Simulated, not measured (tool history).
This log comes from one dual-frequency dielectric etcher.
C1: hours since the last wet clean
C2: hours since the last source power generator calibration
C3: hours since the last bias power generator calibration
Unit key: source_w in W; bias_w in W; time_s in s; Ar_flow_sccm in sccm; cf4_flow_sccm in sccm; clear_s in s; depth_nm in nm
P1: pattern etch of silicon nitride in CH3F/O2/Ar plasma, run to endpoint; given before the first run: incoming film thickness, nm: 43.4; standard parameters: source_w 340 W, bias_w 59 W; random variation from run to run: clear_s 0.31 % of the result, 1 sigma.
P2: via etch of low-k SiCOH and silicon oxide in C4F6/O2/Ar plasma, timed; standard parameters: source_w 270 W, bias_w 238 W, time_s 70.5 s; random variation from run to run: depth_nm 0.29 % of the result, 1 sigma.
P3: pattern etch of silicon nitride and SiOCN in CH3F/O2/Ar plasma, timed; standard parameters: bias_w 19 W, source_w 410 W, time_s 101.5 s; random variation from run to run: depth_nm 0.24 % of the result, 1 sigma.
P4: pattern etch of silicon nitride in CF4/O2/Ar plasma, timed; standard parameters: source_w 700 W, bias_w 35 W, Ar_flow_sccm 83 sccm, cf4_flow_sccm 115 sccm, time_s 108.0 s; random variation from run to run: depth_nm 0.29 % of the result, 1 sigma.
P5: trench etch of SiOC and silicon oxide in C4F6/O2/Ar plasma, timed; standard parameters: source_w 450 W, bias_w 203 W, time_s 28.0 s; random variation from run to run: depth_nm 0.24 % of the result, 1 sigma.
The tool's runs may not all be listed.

Run 1, hour 6.3: process P1, source_w 340 W, bias_w 59 W; C1 392.6; C2 1842.9; C3 2427.5. Result: clear_s 71.477 s.
Run 2, hour 16.3: process P1, source_w 340 W, bias_w 59 W; C1 402.6; C2 1852.9; C3 2437.5. Result: clear_s 71.440 s.
Run 3, hour 25.0: process P2, source_w 270 W, bias_w 238 W, time_s 70.5 s; C1 411.3; C2 1861.6; C3 2446.2. Result: depth_nm 184.3200 nm.
Run 4, hour 33.8: process P1, source_w 340 W, bias_w 38 W; C1 420.1; C2 1870.4; C3 2455.0. Result: clear_s 81.961 s.
Run 5, hour 43.2: process P1, source_w 460 W, bias_w 73 W; C1 429.5; C2 1879.8; C3 2464.4. Result: clear_s 59.335 s.
Run 6, hour 52.2: process P3, source_w 410 W, bias_w 15 W, time_s 101.5 s; C1 438.5; C2 1888.8; C3 2473.4. Result: depth_nm 11.0900 nm.
Run 7, hour 63.6: process P5, source_w 450 W, bias_w 282 W, time_s 28.0 s; C1 449.9; C2 1900.2; C3 2484.8. Result: depth_nm 65.9740 nm.
Run 8, hour 68.9: process P1, source_w 220 W, bias_w 59 W; C1 455.2; C2 1905.5; C3 2490.1. Result: clear_s 84.194 s.
Run 9, hour 75.6: process P4, source_w 700 W, bias_w 35 W, time_s 108.0 s, Ar_flow_sccm 83 sccm, cf4_flow_sccm 115 sccm; C1 461.9; C2 1912.2; C3 2496.8. Result: depth_nm 262.9900 nm.
Run 10, hour 81.5: process P2, source_w 270 W, bias_w 238 W, time_s 70.5 s; C1 467.8; C2 1918.1; C3 2502.7. Result: depth_nm 184.5500 nm.
Run 11, hour 87.3: process P4, source_w 970 W, bias_w 35 W, time_s 108.0 s, Ar_flow_sccm 83 sccm, cf4_flow_sccm 115 sccm; C1 473.6; C2 1923.9; C3 2508.5. Result: depth_nm 349.9200 nm.
Run 12, hour 96.2: process P2, source_w 270 W, bias_w 238 W, time_s 105.0 s; C1 482.5; C2 1932.8; C3 2517.4. Result: depth_nm 274.0000 nm.
Run 13, hour 102.2: process P4, source_w 700 W, bias_w 35 W, time_s 108.0 s, Ar_flow_sccm 110 sccm, cf4_flow_sccm 115 sccm; C1 488.5; C2 1938.8; C3 2523.4. Result: depth_nm 252.5500 nm.
Run 14, hour 112.5: process P1, source_w 340 W, bias_w 79 W; C1 498.8; C2 1949.1; C3 2533.7. Result: clear_s 64.886 s.
Run 15, hour 123.1: process P5, source_w 450 W, bias_w 203 W, time_s 15.5 s; C1 509.4; C2 1959.7; C3 2544.3. Result: depth_nm 32.7420 nm.
Run 16, hour 130.6: process P1, source_w 340 W, bias_w 59 W; C1 516.9; C2 1967.2; C3 2551.8. Result: clear_s 71.748 s.
Run 17, hour 137.2: process P3, source_w 410 W, bias_w 19 W, time_s 101.5 s; C1 523.5; C2 1973.8; C3 2558.4. Result: depth_nm 12.2560 nm.
Run 18, hour 145.2: process P2, source_w 360 W, bias_w 238 W, time_s 70.5 s; C1 531.5; C2 1981.8; C3 2566.4. Result: depth_nm 207.3100 nm.
Run 19, hour 150.8: process P3, source_w 410 W, bias_w 19 W, time_s 64.0 s; C1 537.1; C2 1987.4; C3 2572.0. Result: depth_nm 7.7338 nm.
Run 20, hour 158.6: process P1, source_w 340 W, bias_w 59 W; C1 544.9; C2 1995.2; C3 2579.8. Result: clear_s 71.422 s.
Run 21, hour 167.1: process P4, source_w 700 W, bias_w 43 W, time_s 108.0 s, Ar_flow_sccm 83 sccm, cf4_flow_sccm 115 sccm; C1 553.4; C2 2003.7; C3 2588.3. Result: depth_nm 282.2200 nm.
Run 22, hour 176.1: process P1, source_w 440 W, bias_w 48 W; C1 562.4; C2 2012.7; C3 2597.3. Result: clear_s 68.851 s.
Run 23, hour 182.6: process P2, source_w 270 W, bias_w 143 W, time_s 70.5 s; C1 568.9; C2 2019.2; C3 2603.8. Result: depth_nm 156.7500 nm.
Run 24, hour 189.3: process P4, source_w 700 W, bias_w 35 W, time_s 72.0 s, Ar_flow_sccm 83 sccm, cf4_flow_sccm 115 sccm; C1 575.6; C2 2025.9; C3 2610.5. Result: depth_nm 175.4300 nm.
Run 25, hour 198.1: process P4, source_w 700 W, bias_w 35 W, time_s 108.0 s, Ar_flow_sccm 83 sccm, cf4_flow_sccm 90 sccm; C1 584.4; C2 2034.7; C3 2619.3. Result: depth_nm 254.5400 nm.
Run 26, hour 209.4: process P5, source_w 450 W, bias_w 203 W, time_s 28.0 s; C1 595.7; C2 2046.0; C3 2630.6. Result: depth_nm 59.2420 nm.
Run 27, hour 218.8: process P1, source_w 340 W, bias_w 59 W; C1 605.1; C2 2055.4; C3 2640.0. Result: clear_s 71.473 s.
Run 28, hour 223.8: process P5, source_w 620 W, bias_w 203 W, time_s 28.0 s; C1 610.1; C2 2060.4; C3 2645.0. Result: depth_nm 67.2440 nm.
Run 29, hour 232.2: process P1, source_w 340 W, bias_w 59 W; C1 618.5; C2 2068.8; C3 2653.4. Result: clear_s 71.620 s.
Run 30, hour 241.1: process P1, source_w 250 W, bias_w 45 W; C1 627.4; C2 2077.7; C3 2662.3. Result: clear_s 87.582 s.
Run 31, hour 247.7: process P3, source_w 490 W, bias_w 19 W, time_s 101.5 s; C1 634.0; C2 2084.3; C3 2668.9. Result: depth_nm 13.0290 nm.
Run 32, hour 253.2: process P1, source_w 430 W, bias_w 59 W; C1 639.5; C2 2089.8; C3 2674.4. Result: clear_s 65.355 s.
Run 33, hour 263.2: process P1, source_w 340 W, bias_w 59 W; C1 649.5; C2 2099.8; C3 2684.4. Result: clear_s 71.573 s.
Run 34, hour 272.0: process P1, source_w 340 W, bias_w 59 W; C1 658.3; C2 2108.6; C3 2693.2. Result: clear_s 71.815 s.
Run 35, hour 279.4: process P1, source_w 340 W, bias_w 59 W; C1 665.7; C2 2116.0; C3 2700.6. Result: clear_s 72.271 s.
Run 36, hour 284.5: process P1, source_w 340 W, bias_w 59 W; C1 670.8; C2 2121.1; C3 2705.7. Result: clear_s 72.390 s.
At hour 289.0: wet clean of the chamber.
Run 37, hour 293.5: process P1, source_w 340 W, bias_w 59 W; C1 4.5; C2 2130.1; C3 2714.7. Result: clear_s 72.760 s.
Run 38, hour 300.5: process P1, source_w 340 W, bias_w 59 W; C1 11.5; C2 2137.1; C3 2721.7. Result: clear_s 73.153 s.
Run 39, hour 305.6: process P1, source_w 340 W, bias_w 59 W; C1 16.6; C2 2142.2; C3 2726.8. Result: clear_s 72.248 s.

Something has made what P1 gives creep away from where it was; the 2 causes below, each at its own stated size, fit the log equally well:
A: source power that arrives under what is set, % = 3.96
B: bias power that arrives under what is set, % = 4.58
At approximately hour 263.2, the process output began to creep.
Ruled out, with reasons:
chamber walls in a state that lowers the etch rate, %: was serviced at hour 289.0, once the creep was under way, yet the earlier output never came back

4 check runs are offered, one wafer each, their results left as question marks. Which one tells the causes apart?
Run check 1, hour 310.7: process P4, source_w 700 W, bias_w 35 W, time_s 108.0 s, Ar_flow_sccm 83 sccm, cf4_flow_sccm 115 sccm. Result: depth_nm ?.
Run check 2, hour 310.7: process P3, source_w 410 W, bias_w 19 W, time_s 101.5 s. Result: depth_nm ?.
Run check 3, hour 310.7: process P5, source_w 450 W, bias_w 203 W, time_s 28.0 s. Result: depth_nm ?.
Run check 4, hour 310.7: process P2, source_w 270 W, bias_w 238 W, time_s 70.5 s. Result: depth_nm ?.

What each check would give under each cause:
  check    result      if A      if B
check 1  depth_nm  253.9400  259.3500
check 2  depth_nm   12.0780   12.0070
check 3  depth_nm   58.2090   58.2460
check 4  depth_nm  182.0700  181.9500
Distance between the nearest two causes, measured in the result of the check that separates them most: check 1 2.11 %; check 2 0.58 %; check 3 0.06 %; check 4 0.07 %
Only check 1 tells the causes apart: in the others they would give nearly the same result.

Check 1 has now been run. It gave: depth_nm 260.1100 nm. Which of the candidate causes is it?

The cause is B: bias power that arrives under what is set, %.

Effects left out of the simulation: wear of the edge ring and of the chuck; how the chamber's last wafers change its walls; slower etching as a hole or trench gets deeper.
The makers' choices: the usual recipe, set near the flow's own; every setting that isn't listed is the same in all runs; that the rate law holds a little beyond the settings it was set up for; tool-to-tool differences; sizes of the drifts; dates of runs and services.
